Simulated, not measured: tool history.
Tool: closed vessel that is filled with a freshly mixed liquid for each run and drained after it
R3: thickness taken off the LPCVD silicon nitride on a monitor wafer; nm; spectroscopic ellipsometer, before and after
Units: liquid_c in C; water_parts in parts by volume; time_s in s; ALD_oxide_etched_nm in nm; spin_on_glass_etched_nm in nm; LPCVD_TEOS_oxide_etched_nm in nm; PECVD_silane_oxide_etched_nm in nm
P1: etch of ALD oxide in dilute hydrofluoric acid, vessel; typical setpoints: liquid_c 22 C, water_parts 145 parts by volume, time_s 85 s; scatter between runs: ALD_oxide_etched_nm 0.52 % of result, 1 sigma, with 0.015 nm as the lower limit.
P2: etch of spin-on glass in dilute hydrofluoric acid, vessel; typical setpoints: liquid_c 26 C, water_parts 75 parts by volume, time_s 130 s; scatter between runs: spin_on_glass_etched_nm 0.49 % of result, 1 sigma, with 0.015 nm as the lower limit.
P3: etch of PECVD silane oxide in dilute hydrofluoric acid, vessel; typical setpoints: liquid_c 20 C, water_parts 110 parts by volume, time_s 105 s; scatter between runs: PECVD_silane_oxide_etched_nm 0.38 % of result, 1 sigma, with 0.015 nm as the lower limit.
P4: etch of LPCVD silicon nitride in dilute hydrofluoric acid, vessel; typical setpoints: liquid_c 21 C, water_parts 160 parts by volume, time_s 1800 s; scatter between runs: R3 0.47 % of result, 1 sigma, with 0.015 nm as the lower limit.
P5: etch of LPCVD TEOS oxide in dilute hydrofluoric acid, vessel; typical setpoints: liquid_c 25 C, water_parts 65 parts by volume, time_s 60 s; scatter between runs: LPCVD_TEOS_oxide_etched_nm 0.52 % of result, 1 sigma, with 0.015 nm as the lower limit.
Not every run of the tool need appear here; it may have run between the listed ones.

Run 1, hour 4.2: process P1, liquid_c 22 C, water_parts 145 parts by volume, time_s 85 s. Result: ALD_oxide_etched_nm 15.3 nm.
Run 2, hour 9.5: process P2, liquid_c 26 C, water_parts 130 parts by volume, time_s 130 s. Result: spin_on_glass_etched_nm 27.377 nm.
Run 3, hour 14.4: process P2, liquid_c 30.5 C, water_parts 75 parts by volume, time_s 130 s. Result: spin_on_glass_etched_nm 61.042 nm.
Run 4, hour 21.4: process P1, liquid_c 22 C, water_parts 60 parts by volume, time_s 45 s. Result: ALD_oxide_etched_nm 21.553 nm.
Run 5, hour 27.7: process P4, liquid_c 21 C, water_parts 160 parts by volume, time_s 3515 s. Result: R3 9.0599 nm.
Run 6, hour 34.6: process P2, liquid_c 26 C, water_parts 75 parts by volume, time_s 130 s. Result: spin_on_glass_etched_nm 51.331 nm.
Run 7, hour 41.2: process P5, liquid_c 25 C, water_parts 65 parts by volume, time_s 60 s. Result: LPCVD_TEOS_oxide_etched_nm 43.594 nm.
Run 8, hour 47.3: process P1, liquid_c 22 C, water_parts 145 parts by volume, time_s 85 s. Result: ALD_oxide_etched_nm 15.238 nm.
Run 9, hour 52.5: process P4, liquid_c 21 C, water_parts 160 parts by volume, time_s 1800 s. Result: R3 4.5799 nm.
Run 10, hour 57.4: process P4, liquid_c 21 C, water_parts 160 parts by volume, time_s 1800 s. Result: R3 4.6383 nm.
Run 11, hour 64.8: process P4, liquid_c 28 C, water_parts 160 parts by volume, time_s 1800 s. Result: R3 7.3058 nm.
Run 12, hour 72.8: process P5, liquid_c 25 C, water_parts 90 parts by volume, time_s 60 s. Result: LPCVD_TEOS_oxide_etched_nm 30.238 nm.
Run 13, hour 80.4: process P1, liquid_c 22 C, water_parts 55 parts by volume, time_s 30 s. Result: ALD_oxide_etched_nm 15.732 nm.
Run 14, hour 87.6: process P2, liquid_c 26 C, water_parts 75 parts by volume, time_s 130 s. Result: spin_on_glass_etched_nm 51.635 nm.
Run 15, hour 96.8: process P1, liquid_c 22 C, water_parts 145 parts by volume, time_s 30 s. Result: ALD_oxide_etched_nm 5.4022 nm.
Run 16, hour 106.1: process P3, liquid_c 20 C, water_parts 110 parts by volume, time_s 60 s. Result: PECVD_silane_oxide_etched_nm 16.552 nm.
Run 17, hour 115: process P1, liquid_c 17 C, water_parts 145 parts by volume, time_s 85 s. Result: ALD_oxide_etched_nm 12.366 nm.
Run 18, hour 123.4: process P4, liquid_c 21 C, water_parts 250 parts by volume, time_s 1800 s. Result: R3 3.036 nm.
Run 19, hour 131.8: process P1, liquid_c 22 C, water_parts 145 parts by volume, time_s 85 s. Result: ALD_oxide_etched_nm 15.189 nm.
Run 20, hour 136: process P3, liquid_c 20 C, water_parts 50 parts by volume, time_s 105 s. Result: PECVD_silane_oxide_etched_nm 69.186 nm.
Run 21, hour 142.4: process P1, liquid_c 22 C, water_parts 145 parts by volume, time_s 85 s. Result: ALD_oxide_etched_nm 15.267 nm.
Run 22, hour 149.2: process P1, liquid_c 22 C, water_parts 145 parts by volume, time_s 160 s. Result: ALD_oxide_etched_nm 28.638 nm.
Run 23, hour 153.5: process P3, liquid_c 20 C, water_parts 110 parts by volume, time_s 105 s. Result: PECVD_silane_oxide_etched_nm 29.053 nm.
Run 24, hour 161.1: process P2, liquid_c 26 C, water_parts 75 parts by volume, time_s 255 s. Result: spin_on_glass_etched_nm 101.19 nm.
Run 25, hour 168.8: process P1, liquid_c 29 C, water_parts 225 parts by volume, time_s 85 s. Result: ALD_oxide_etched_nm 11.43 nm.
Run 26, hour 174.9: process P5, liquid_c 25 C, water_parts 65 parts by volume, time_s 105 s. Result: LPCVD_TEOS_oxide_etched_nm 76.229 nm.
Run 27, hour 182.4: process P1, liquid_c 22 C, water_parts 220 parts by volume, time_s 85 s. Result: ALD_oxide_etched_nm 9.3099 nm.
Run 28, hour 186.5: process P1, liquid_c 30.5 C, water_parts 145 parts by volume, time_s 85 s. Result: ALD_oxide_etched_nm 20.989 nm.
Run 29, hour 191.9: process P5, liquid_c 31.5 C, water_parts 65 parts by volume, time_s 60 s. Result: LPCVD_TEOS_oxide_etched_nm 56.614 nm.
Run 30, hour 198.7: process P1, liquid_c 22 C, water_parts 70 parts by volume, time_s 85 s. Result: ALD_oxide_etched_nm 34.245 nm.
Run 31, hour 205.9: process P3, liquid_c 17 C, water_parts 110 parts by volume, time_s 105 s. Result: PECVD_silane_oxide_etched_nm 25.812 nm.
Run 32, hour 210.3: process P1, liquid_c 22 C, water_parts 145 parts by volume, time_s 85 s. Result: ALD_oxide_etched_nm 15.213 nm.
Run 33, hour 215.3: process P1, liquid_c 22 C, water_parts 145 parts by volume, time_s 85 s. Result: ALD_oxide_etched_nm 14.871 nm.
Run 34, hour 221.1: process P1, liquid_c 22 C, water_parts 145 parts by volume, time_s 85 s. Result: ALD_oxide_etched_nm 14.77 nm.
Run 35, hour 226.5: process P1, liquid_c 22 C, water_parts 145 parts by volume, time_s 85 s. Result: ALD_oxide_etched_nm 14.535 nm.
Run 36, hour 233.6: process P1, liquid_c 22 C, water_parts 145 parts by volume, time_s 85 s. Result: ALD_oxide_etched_nm 14.411 nm.
Run 37, hour 239.8: process P1, liquid_c 22 C, water_parts 145 parts by volume, time_s 85 s. Result: ALD_oxide_etched_nm 14.273 nm.
Run 38, hour 247.6: process P1, liquid_c 22 C, water_parts 145 parts by volume, time_s 85 s. Result: ALD_oxide_etched_nm 14.235 nm.
Run 39, hour 256.6: process P1, liquid_c 22 C, water_parts 145 parts by volume, time_s 85 s. Result: ALD_oxide_etched_nm 14.229 nm.
Run 40, hour 265.4: process P1, liquid_c 22 C, water_parts 145 parts by volume, time_s 85 s. Result: ALD_oxide_etched_nm 14.037 nm.
Run 41, hour 270.3: process P1, liquid_c 22 C, water_parts 145 parts by volume, time_s 85 s. Result: ALD_oxide_etched_nm 14.225 nm.
Run 42, hour 276.8: process P1, liquid_c 22 C, water_parts 145 parts by volume, time_s 85 s. Result: ALD_oxide_etched_nm 14.193 nm.

What P1 gives has crept away from where it was. These 2 causes fit the log equally well, each at the size given:
A: liquid colder than its thermometer reads (K) = 1.91
B: hydrofluoric acid flow below the setpoint (%) = 6.26
The gradual shift began around hour 210.3.

Consider the 4 single-wafer check runs listed below, results given as question marks: which one distinguishes between the causes by giving clearly different results for each?
Run check 1, hour 283.3: process P2, liquid_c 26 C, water_parts 75 parts by volume, time_s 130 s. Result: spin_on_glass_etched_nm ?.
Run check 2, hour 283.3: process P3, liquid_c 20 C, water_parts 110 parts by volume, time_s 105 s. Result: PECVD_silane_oxide_etched_nm ?.
Run check 3, hour 283.3: process P4, liquid_c 21 C, water_parts 160 parts by volume, time_s 1800 s. Result: R3 ?.
Run check 4, hour 283.3: process P5, liquid_c 25 C, water_parts 65 parts by volume, time_s 60 s. Result: LPCVD_TEOS_oxide_etched_nm ?.

Expected result of each check under each candidate cause:
  check                        result    if A    if B
check 1       spin_on_glass_etched_nm  47.531  47.772
check 2  PECVD_silane_oxide_etched_nm  26.851   27.01
check 3                            R3  4.0691  4.3378
check 4    LPCVD_TEOS_oxide_etched_nm  40.354  40.649
Per-check spread between the two closest causes, in the result where they differ most: check 1 0.51 %; check 2 0.59 %; check 3 6.39 %; check 4 0.73 %
Only check 3 tells the causes apart: in the others they would give nearly the same result.

Then check 3 was run and gave: R3 4.3183 nm. Which cause is it?

It was cause B: hydrofluoric acid flow below the setpoint (%).

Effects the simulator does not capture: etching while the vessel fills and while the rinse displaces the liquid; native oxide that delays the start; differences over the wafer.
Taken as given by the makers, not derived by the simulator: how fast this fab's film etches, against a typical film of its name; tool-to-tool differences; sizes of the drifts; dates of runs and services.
